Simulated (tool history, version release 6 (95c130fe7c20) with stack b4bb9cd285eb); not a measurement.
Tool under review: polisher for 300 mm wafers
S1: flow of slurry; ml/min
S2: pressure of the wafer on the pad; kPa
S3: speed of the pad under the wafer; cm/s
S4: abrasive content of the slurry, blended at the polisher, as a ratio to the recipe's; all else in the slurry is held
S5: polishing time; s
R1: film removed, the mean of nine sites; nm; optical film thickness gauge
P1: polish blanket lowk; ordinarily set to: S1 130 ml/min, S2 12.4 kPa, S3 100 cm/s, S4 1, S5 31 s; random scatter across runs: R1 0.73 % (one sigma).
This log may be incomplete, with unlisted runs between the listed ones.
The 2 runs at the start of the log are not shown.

Run 3, hour 17.7: S1 130 ml/min, S2 12.4 kPa, S3 100 cm/s, S4 0.75, S5 31 s. Result: R1 9.1482 nm.
Run 4, hour 22.4: S1 130 ml/min, S2 12.4 kPa, S3 136 cm/s, S4 1.4, S5 31 s. Result: R1 15.533 nm.
Run 5, hour 26.8: S1 130 ml/min, S2 12.4 kPa, S3 100 cm/s, S4 1, S5 31 s. Result: R1 10.51 nm.
Run 6, hour 35.7: S1 130 ml/min, S2 12.4 kPa, S3 100 cm/s, S4 1, S5 31 s. Result: R1 10.501 nm.
Run 7, hour 44.3: S1 130 ml/min, S2 12.4 kPa, S3 44 cm/s, S4 1, S5 31 s. Result: R1 5.4431 nm.
At hour 48.7: slurry blender recalibrated.
Run 8, hour 48.7: S1 130 ml/min, S2 12.4 kPa, S3 156 cm/s, S4 1, S5 31 s. Result: R1 15.024 nm.
Run 9, hour 57.4: S1 130 ml/min, S2 12.4 kPa, S3 100 cm/s, S4 1, S5 21 s. Result: R1 7.1714 nm.
Run 10, hour 65.1: S1 130 ml/min, S2 12.4 kPa, S3 100 cm/s, S4 1.3, S5 31 s. Result: R1 11.725 nm.
Run 11, hour 71.6: S1 130 ml/min, S2 12.4 kPa, S3 100 cm/s, S4 1, S5 46 s. Result: R1 15.78 nm.
Run 12, hour 77.4: S1 130 ml/min, S2 12.4 kPa, S3 100 cm/s, S4 1, S5 31 s. Result: R1 10.541 nm.
Run 13, hour 82.6: S1 130 ml/min, S2 19.3 kPa, S3 100 cm/s, S4 1, S5 31 s. Result: R1 16.354 nm.
At hour 84.7: worn pad replaced by a new one.
Run 14, hour 86.7: S1 85 ml/min, S2 12.4 kPa, S3 100 cm/s, S4 1, S5 31 s. Result: R1 9.5313 nm.
Run 15, hour 91.8: S1 190 ml/min, S2 12.4 kPa, S3 100 cm/s, S4 1, S5 31 s. Result: R1 11.268 nm.
At hour 93.9: slurry nozzle cleaned.
Run 16, hour 97.6: S1 130 ml/min, S2 8.3 kPa, S3 100 cm/s, S4 1, S5 31 s. Result: R1 7.081 nm.
Run 17, hour 102.5: S1 130 ml/min, S2 12.4 kPa, S3 100 cm/s, S4 1, S5 31 s. Result: R1 10.676 nm.
Run 18, hour 108.4: S1 130 ml/min, S2 12.4 kPa, S3 100 cm/s, S4 1, S5 31 s. Result: R1 10.53 nm.
Run 19, hour 114.6: S1 130 ml/min, S2 12.4 kPa, S3 74 cm/s, S4 1.3, S5 31 s. Result: R1 9.3718 nm.
Run 20, hour 118.7: S1 130 ml/min, S2 12.4 kPa, S3 100 cm/s, S4 1, S5 31 s. Result: R1 10.561 nm.
Run 21, hour 123.5: S1 130 ml/min, S2 12.4 kPa, S3 100 cm/s, S4 1, S5 31 s. Result: R1 10.193 nm.
Run 22, hour 130.3: S1 130 ml/min, S2 12.4 kPa, S3 100 cm/s, S4 1, S5 31 s. Result: R1 9.899 nm.
Run 23, hour 135.5: S1 130 ml/min, S2 12.4 kPa, S3 100 cm/s, S4 1, S5 31 s. Result: R1 9.6362 nm.

Estimate the outcome of run 24 from the log above:
At hour 139.3: conditioning disc replaced and pad reconditioned.
Run 24, hour 139.8: S1 130 ml/min, S2 12.4 kPa, S3 100 cm/s, S4 1, S5 31 s. Result: R1 ?.

Run 24 produced R1 9.5623 nm.
